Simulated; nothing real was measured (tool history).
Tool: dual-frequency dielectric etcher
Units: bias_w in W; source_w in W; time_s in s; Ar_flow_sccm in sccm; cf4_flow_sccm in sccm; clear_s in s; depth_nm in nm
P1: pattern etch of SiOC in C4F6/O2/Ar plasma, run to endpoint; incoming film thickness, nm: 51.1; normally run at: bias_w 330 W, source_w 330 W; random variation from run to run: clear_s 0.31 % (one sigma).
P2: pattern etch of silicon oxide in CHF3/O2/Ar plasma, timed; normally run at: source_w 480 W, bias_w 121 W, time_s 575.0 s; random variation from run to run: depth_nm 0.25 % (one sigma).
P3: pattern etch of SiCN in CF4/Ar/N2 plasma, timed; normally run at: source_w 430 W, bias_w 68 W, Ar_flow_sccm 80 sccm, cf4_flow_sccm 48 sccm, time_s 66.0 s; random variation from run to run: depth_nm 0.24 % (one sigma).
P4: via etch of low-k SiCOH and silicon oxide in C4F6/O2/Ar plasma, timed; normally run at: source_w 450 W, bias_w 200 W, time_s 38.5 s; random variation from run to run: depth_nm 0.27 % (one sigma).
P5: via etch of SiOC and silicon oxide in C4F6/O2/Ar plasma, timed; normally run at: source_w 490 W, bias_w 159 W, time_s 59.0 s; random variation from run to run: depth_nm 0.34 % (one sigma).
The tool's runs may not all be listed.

| run | hour | process | bias_w | source_w | time_s | Ar_flow_sccm | cf4_flow_sccm | clear_s | depth_nm |
|---|---|---|---|---|---|---|---|---|---|
| 1 | 5.5 | P1 | 330 | 330 |  |  |  | 20.872 |  |
| 2 | 12.0 | P5 | 159 | 490 | 59.0 |  |  |  | 69.997 |
| 3 | 16.3 | P1 | 330 | 330 |  |  |  | 20.861 |  |
| 4 | 24.1 | P3 | 68 | 430 | 45.0 | 80 | 48 |  | 36.209 |
| 5 | 28.6 | P1 | 330 | 390 |  |  |  | 19.521 |  |
| 6 | 33.8 | P4 | 200 | 450 | 38.5 |  |  |  | 102.110 |
| 7 | 42.3 | P2 | 121 | 670 | 575.0 |  |  |  | 1034.200 |
| 8 | 46.8 | P1 | 238 | 330 |  |  |  | 23.328 |  |
|  | 49.0 | bias power generator calibrated |
| 9 | 52.0 | P1 | 330 | 330 |  |  |  | 20.791 |  |
| 10 | 56.4 | P3 | 68 | 430 | 66.0 | 80 | 48 |  | 53.178 |
| 11 | 60.5 | P2 | 121 | 480 | 723.5 |  |  |  | 1138.100 |
| 12 | 66.8 | P4 | 138 | 450 | 38.5 |  |  |  | 90.918 |
| 13 | 70.9 | P3 | 68 | 430 | 66.0 | 111 | 48 |  | 50.284 |
| 14 | 77.6 | P4 | 200 | 450 | 52.5 |  |  |  | 139.400 |
| 15 | 83.8 | P5 | 159 | 290 | 59.0 |  |  |  | 57.340 |
| 16 | 88.1 | P3 | 86 | 430 | 66.0 | 80 | 48 |  | 57.790 |
| 17 | 94.4 | P1 | 390 | 410 |  |  |  | 18.095 |  |
| 18 | 102.0 | P1 | 330 | 270 |  |  |  | 22.423 |  |
| 19 | 106.5 | P1 | 265 | 380 |  |  |  | 21.288 |  |
| 20 | 111.1 | P4 | 200 | 620 | 38.5 |  |  |  | 115.810 |
| 21 | 116.7 | P3 | 68 | 580 | 66.0 | 80 | 48 |  | 69.121 |
| 22 | 121.3 | P3 | 68 | 430 | 66.0 | 80 | 48 |  | 53.135 |
| 23 | 129.5 | P3 | 68 | 430 | 66.0 | 80 | 33 |  | 49.939 |
| 24 | 138.3 | P2 | 121 | 480 | 575.0 |  |  |  | 912.160 |
| 25 | 145.1 | P5 | 159 | 490 | 32.5 |  |  |  | 38.950 |
| 26 | 149.9 | P4 | 200 | 450 | 38.5 |  |  |  | 101.350 |
|  | 152.9 | wet clean of the chamber |
| 27 | 158.1 | P1 | 388 | 380 |  |  |  | 18.586 |  |
| 28 | 163.3 | P5 | 101 | 490 | 59.0 |  |  |  | 61.549 |
| 29 | 170.7 | P5 | 159 | 490 | 59.0 |  |  |  | 70.489 |
| 30 | 177.1 | P1 | 330 | 330 |  |  |  | 20.850 |  |
| 31 | 182.0 | P1 | 431 | 330 |  |  |  | 18.960 |  |
| 32 | 186.0 | P2 | 143 | 480 | 575.0 |  |  |  | 954.660 |
| 33 | 191.9 | P1 | 330 | 330 |  |  |  | 20.820 |  |
| 34 | 199.2 | P1 | 330 | 330 |  |  |  | 20.974 |  |
| 35 | 203.5 | P1 | 330 | 330 |  |  |  | 21.023 |  |
| 36 | 208.2 | P1 | 330 | 330 |  |  |  | 21.204 |  |
| 37 | 212.3 | P1 | 330 | 330 |  |  |  | 21.166 |  |
|  | 212.6 | wet clean of the chamber |
| 38 | 217.3 | P1 | 330 | 330 |  |  |  | 21.103 |  |
| 39 | 226.4 | P1 | 330 | 330 |  |  |  | 21.143 |  |
| 40 | 233.6 | P1 | 330 | 330 |  |  |  | 21.123 |  |
| 41 | 239.7 | P1 | 330 | 330 |  |  |  | 21.149 |  |
| 42 | 243.7 | P1 | 330 | 330 |  |  |  | 21.295 |  |

What P1 gives has crept away from where it was. These 2 causes fit the log equally well, each at the size given:
A: bias power that arrives under what is set, % = 4.46
B: source power that arrives under what is set, % = 4.2
The creep began at about hour 191.9.
Why every other cause is out:
chamber walls in a state that lowers the etch rate, %: serviced at hour 212.6, which brought nothing back

4 check runs are offered, one wafer each, their results left as question marks. Which one tells the causes apart?
| check 1 | 247.7 | P2 | 121 | 560 | 575.0 |  |  |  | ? |
| check 2 | 247.7 | P4 | 165 | 450 | 38.5 |  |  |  | ? |
| check 3 | 247.7 | P3 | 68 | 550 | 66.0 | 80 | 34 |  | ? |
| check 4 | 247.7 | P5 | 115 | 380 | 59.0 |  |  |  | ? |

What each check would give under each cause:
| check | result | if A | if B |
|---|---|---|---|
| check 1 | depth_nm | 950.020 | 947.430 |
| check 2 | depth_nm | 94.561 | 94.287 |
| check 3 | depth_nm | 61.241 | 59.985 |
| check 4 | depth_nm | 57.013 | 56.795 |
How far apart the two closest causes lie, in the result that separates them most: check 1 0.27 %; check 2 0.29 %; check 3 2.07 %; check 4 0.38 %
Check 3 tells the causes apart: in the others they would give nearly the same result.

Check 3 was then run and gave: depth_nm 61.453 nm. Which cause is it?

It is A: bias power that arrives under what is set, %.
